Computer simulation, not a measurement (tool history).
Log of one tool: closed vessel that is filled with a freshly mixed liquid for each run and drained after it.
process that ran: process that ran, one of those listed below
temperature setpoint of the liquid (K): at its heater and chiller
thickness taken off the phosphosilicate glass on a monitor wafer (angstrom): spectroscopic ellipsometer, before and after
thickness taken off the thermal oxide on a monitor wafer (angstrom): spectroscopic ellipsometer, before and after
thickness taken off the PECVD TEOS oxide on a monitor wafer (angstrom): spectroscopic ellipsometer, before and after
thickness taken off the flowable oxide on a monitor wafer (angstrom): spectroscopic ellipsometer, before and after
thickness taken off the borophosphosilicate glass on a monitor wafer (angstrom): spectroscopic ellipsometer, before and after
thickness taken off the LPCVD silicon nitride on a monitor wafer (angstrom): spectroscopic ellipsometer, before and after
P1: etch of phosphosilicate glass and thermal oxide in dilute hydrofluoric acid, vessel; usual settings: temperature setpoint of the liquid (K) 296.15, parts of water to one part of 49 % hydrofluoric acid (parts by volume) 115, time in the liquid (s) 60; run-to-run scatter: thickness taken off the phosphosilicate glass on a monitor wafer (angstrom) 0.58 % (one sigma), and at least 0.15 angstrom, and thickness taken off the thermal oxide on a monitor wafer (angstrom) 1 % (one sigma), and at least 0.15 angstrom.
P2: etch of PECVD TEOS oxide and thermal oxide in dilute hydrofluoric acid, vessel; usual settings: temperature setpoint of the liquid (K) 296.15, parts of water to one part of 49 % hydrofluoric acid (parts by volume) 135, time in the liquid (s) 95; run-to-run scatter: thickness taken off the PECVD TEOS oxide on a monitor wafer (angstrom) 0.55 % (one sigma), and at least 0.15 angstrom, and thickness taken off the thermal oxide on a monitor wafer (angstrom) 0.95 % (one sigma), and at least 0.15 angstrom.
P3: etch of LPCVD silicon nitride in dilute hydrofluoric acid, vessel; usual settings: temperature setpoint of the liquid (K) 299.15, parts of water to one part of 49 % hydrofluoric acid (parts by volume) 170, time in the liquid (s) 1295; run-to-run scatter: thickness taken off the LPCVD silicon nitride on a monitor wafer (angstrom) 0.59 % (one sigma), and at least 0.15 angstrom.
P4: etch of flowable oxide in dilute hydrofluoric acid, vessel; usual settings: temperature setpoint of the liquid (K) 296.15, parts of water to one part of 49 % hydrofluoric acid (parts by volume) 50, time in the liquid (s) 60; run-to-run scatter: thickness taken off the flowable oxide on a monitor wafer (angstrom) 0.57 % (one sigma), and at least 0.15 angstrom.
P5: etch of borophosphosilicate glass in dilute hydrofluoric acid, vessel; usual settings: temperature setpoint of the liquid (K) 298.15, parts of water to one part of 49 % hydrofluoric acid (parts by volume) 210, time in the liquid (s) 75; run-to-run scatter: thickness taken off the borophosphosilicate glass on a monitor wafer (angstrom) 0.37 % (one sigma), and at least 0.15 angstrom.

run   hour  process that ran  temperature setpoint of the liquid (K)  parts of water to one part of 49 % hydrofluoric acid (parts by volume)  time in the liquid (s)  hours since the thermometer was replaced  hours since the hydrofluoric acid flow meter was replaced  thickness taken off the phosphosilicate glass on a monitor wafer (angstrom)  thickness taken off the thermal oxide on a monitor wafer (angstrom)  thickness taken off the PECVD TEOS oxide on a monitor wafer (angstrom)  thickness taken off the flowable oxide on a monitor wafer (angstrom)  thickness taken off the borophosphosilicate glass on a monitor wafer (angstrom)  thickness taken off the LPCVD silicon nitride on a monitor wafer (angstrom)
  1    7.8                P1                                  296.15                                                                     115                      60                                     558.5                                                     1214.5                                                                       360.60                                                               24.731
  2   14.1                P2                                  296.15                                                                     135                      95                                     564.8                                                     1220.8                                                                                                                                            29.260                                                                  85.243
  3   24.2                P1                                  290.15                                                                     170                      60                                     574.9                                                     1230.9                                                                       182.28                                                               12.555
  4   31.6                P1                                  296.15                                                                      20                      60                                     582.3                                                     1238.3                                                                      2346.20                                                              160.470
  5   38.4                P4                                  296.15                                                                      50                      60                                     589.1                                                     1245.1                                                                                                                                                                                                                                                                                          788.99
  6   43.8                P5                                  290.15                                                                     210                      75                                     594.5                                                     1250.5                                                                                                                                                                                                                                                                                                                                                                          171.600
  7   54.2                P2                                  296.15                                                                     225                      95                                     604.9                                                     1260.9                                                                                                                                            15.687                                                                  46.777
  8   63.3                P3                                  293.65                                                                     170                    1295                                     614.0                                                     1270.0                                                                                                                                                                                                                                                                                                                                                                                                                                                        29.657
  9   73.4                P1                                  296.15                                                                     160                      85                                     624.1                                                     1280.1                                                                       350.85                                                               23.459
 10   82.6                P1                                  296.15                                                                     115                      60                                     633.3                                                     1289.3                                                                       364.80                                                               24.477
 11   89.8                P5                                  298.15                                                                     210                      30                                     640.5                                                     1296.5                                                                                                                                                                                                                                                                                                                                                                           92.186
 12   94.7                P1                                  296.15                                                                     115                      60                                     645.4                                                     1301.4                                                                       364.77                                                               24.346
 13  100.9                P1                                  296.15                                                                     115                      60                                     651.6                                                     1307.6                                                                       363.46                                                               25.079
 14  109.0                P3                                  299.15                                                                     235                    1295                                     659.7                                                     1315.7                                                                                                                                                                                                                                                                                                                                                                                                                                                        30.776
 15  120.1                P1                                  302.65                                                                     115                      60                                     670.8                                                     1326.8                                                                       468.46                                                               32.003
 16  130.5                P1                                  296.15                                                                      75                      30                                     681.2                                                     1337.2                                                                       290.36                                                               19.876
 17  136.9                P5                                  298.15                                                                     210                      75                                     687.6                                                     1343.6                                                                                                                                                                                                                                                                                                                                                                          232.100
 18  146.3                P1                                  290.15                                                                     115                      60                                     697.0                                                     1353.0                                                                       281.85                                                               19.011
 19  153.6                P4                                  303.65                                                                      50                      60                                     704.3                                                     1360.3                                                                                                                                                                                                                                                                                         1073.90
 20  159.1                P4                                  296.15                                                                      20                      60                                     709.8                                                     1365.8                                                                                                                                                                                                                                                                                         2062.50
 21  168.6                P5                                  298.15                                                                     210                      75                                     719.3                                                     1375.3                                                                                                                                                                                                                                                                                                                                                                          232.720
 22  175.6                P3                                  299.15                                                                     170                    2315                                     726.3                                                     1382.3                                                                                                                                                                                                                                                                                                                                                                                                                                                        75.969
 23  182.5                P4                                  296.15                                                                      50                      90                                     733.2                                                     1389.2                                                                                                                                                                                                                                                                                         1206.70
 24  191.7                P2                                  296.15                                                                     135                      95                                     742.4                                                     1398.4                                                                                                                                            29.117                                                                  84.790
 25  201.7                P2                                  290.65                                                                     135                      95                                     752.4                                                     1408.4                                                                                                                                            23.414                                                                  68.608
 26  211.7                P5                                  298.15                                                                     120                      75                                     762.4                                                     1418.4                                                                                                                                                                                                                                                                                                                                                                          451.440
 27  218.0                P3                                  299.15                                                                     170                    1295                                     768.7                                                     1424.7                                                                                                                                                                                                                                                                                                                                                                                                                                                        42.489
 28  225.9                P2                                  296.15                                                                     135                     180                                     776.6                                                     1432.6                                                                                                                                            54.829                                                                 160.800
 29  231.5                P1                                  296.15                                                                     210                      60                                     782.2                                                     1438.2                                                                       177.74                                                               12.333
 30  241.0                P1                                  296.15                                                                     115                      95                                     791.7                                                     1447.7                                                                       571.47                                                               38.888
 31  245.9                P3                                  299.15                                                                     170                    1295                                     796.6                                                     1452.6                                                                                                                                                                                                                                                                                                                                                                                                                                                        42.585
 32  255.3                P1                                  296.15                                                                     115                      60                                     806.0                                                     1462.0                                                                       365.00                                                               24.986
 33  265.4                P1                                  296.15                                                                     115                      30                                     816.1                                                     1472.1                                                                       181.17                                                               12.002
 34  271.9                P1                                  296.15                                                                     115                      60                                     822.6                                                     1478.6                                                                       365.78                                                               24.909
 35  278.1                P1                                  296.15                                                                     115                      60                                     828.8                                                     1484.8                                                                       357.97                                                               24.222
 36  283.1                P1                                  296.15                                                                     115                      60                                     833.8                                                     1489.8                                                                       354.57                                                               24.149
 37  289.6                P1                                  296.15                                                                     115                      60                                     840.3                                                     1496.3                                                                       348.48                                                               23.684
 38  297.5                P1                                  296.15                                                                     115                      60                                     848.2                                                     1504.2                                                                       340.68                                                               23.552
 39  306.8                P1                                  296.15                                                                     115                      60                                     857.5                                                     1513.5                                                                       338.45                                                               22.943
 40  314.4                P1                                  296.15                                                                     115                      60                                     865.1                                                     1521.1                                                                       333.18                                                               22.789
 41  320.8                P1                                  296.15                                                                     115                      60                                     871.5                                                     1527.5                                                                       335.69                                                               22.815
 42  329.5                P1                                  296.15                                                                     115                      60                                     880.2                                                     1536.2                                                                       333.53                                                               22.753
 43  336.8                P1                                  296.15                                                                     115                      60                                     887.5                                                     1543.5                                                                       330.93                                                               22.486
 44  344.5                P1                                  296.15                                                                     115                      60                                     895.2                                                     1551.2                                                                       327.47                                                               22.727
 45  353.1                P1                                  296.15                                                                     115                      60                                     903.8                                                     1559.8                                                                       330.82                                                               22.663
 46  362.5                P1                                  296.15                                                                     115                      60                                     913.2                                                     1569.2                                                                       331.25                                                               22.539

What P1 gives has crept away from where it was. These 2 causes fit the log equally well, each at the size given:
A: hydrofluoric acid flow below the setpoint (%) = 7.8
B: liquid colder than its thermometer reads (K) = 2.32
The creep began at about hour 278.1.

4 check runs are offered, one wafer each, their results left as question marks. Which one tells the causes apart?
check 1  371.9                P3                                  299.15                                                                     170                    2290                                                                                                                                                                                                                                                                                                                                                                                                                                                                                                                                                                  ?
check 2  371.9                P4                                  303.65                                                                      50                      60                                                                                                                                                                                                                                                                                                                                                                                                    ?
check 3  371.9                P5                                  293.65                                                                     210                      35                                                                                                                                                                                                                                                                                                                                                                                                                                                                                     ?
check 4  371.9                P2                                  296.15                                                                     190                     175                                                                                                                                                                                                                                                      ?                                                                       ?

What each check would give under each cause:
  check                                                                           result    if A    if B
check 1      thickness taken off the LPCVD silicon nitride on a monitor wafer (angstrom)  68.962  64.542
check 2             thickness taken off the flowable oxide on a monitor wafer (angstrom)  985.01  981.33
check 3  thickness taken off the borophosphosilicate glass on a monitor wafer (angstrom)  83.042  83.777
check 4              thickness taken off the thermal oxide on a monitor wafer (angstrom)  32.551  32.871
check 4           thickness taken off the PECVD TEOS oxide on a monitor wafer (angstrom)  95.124  96.057
How far apart the two closest causes lie, in the result that separates them most: check 1 6.62 %; check 2 0.37 %; check 3 0.88 %; check 4 0.98 %
Check 1 tells the causes apart: in the others they would give nearly the same result.

Then check 1 was run and gave: thickness taken off the LPCVD silicon nitride on a monitor wafer (angstrom) 68.823. Which cause is it?

It is A: hydrofluoric acid flow below the setpoint (%).

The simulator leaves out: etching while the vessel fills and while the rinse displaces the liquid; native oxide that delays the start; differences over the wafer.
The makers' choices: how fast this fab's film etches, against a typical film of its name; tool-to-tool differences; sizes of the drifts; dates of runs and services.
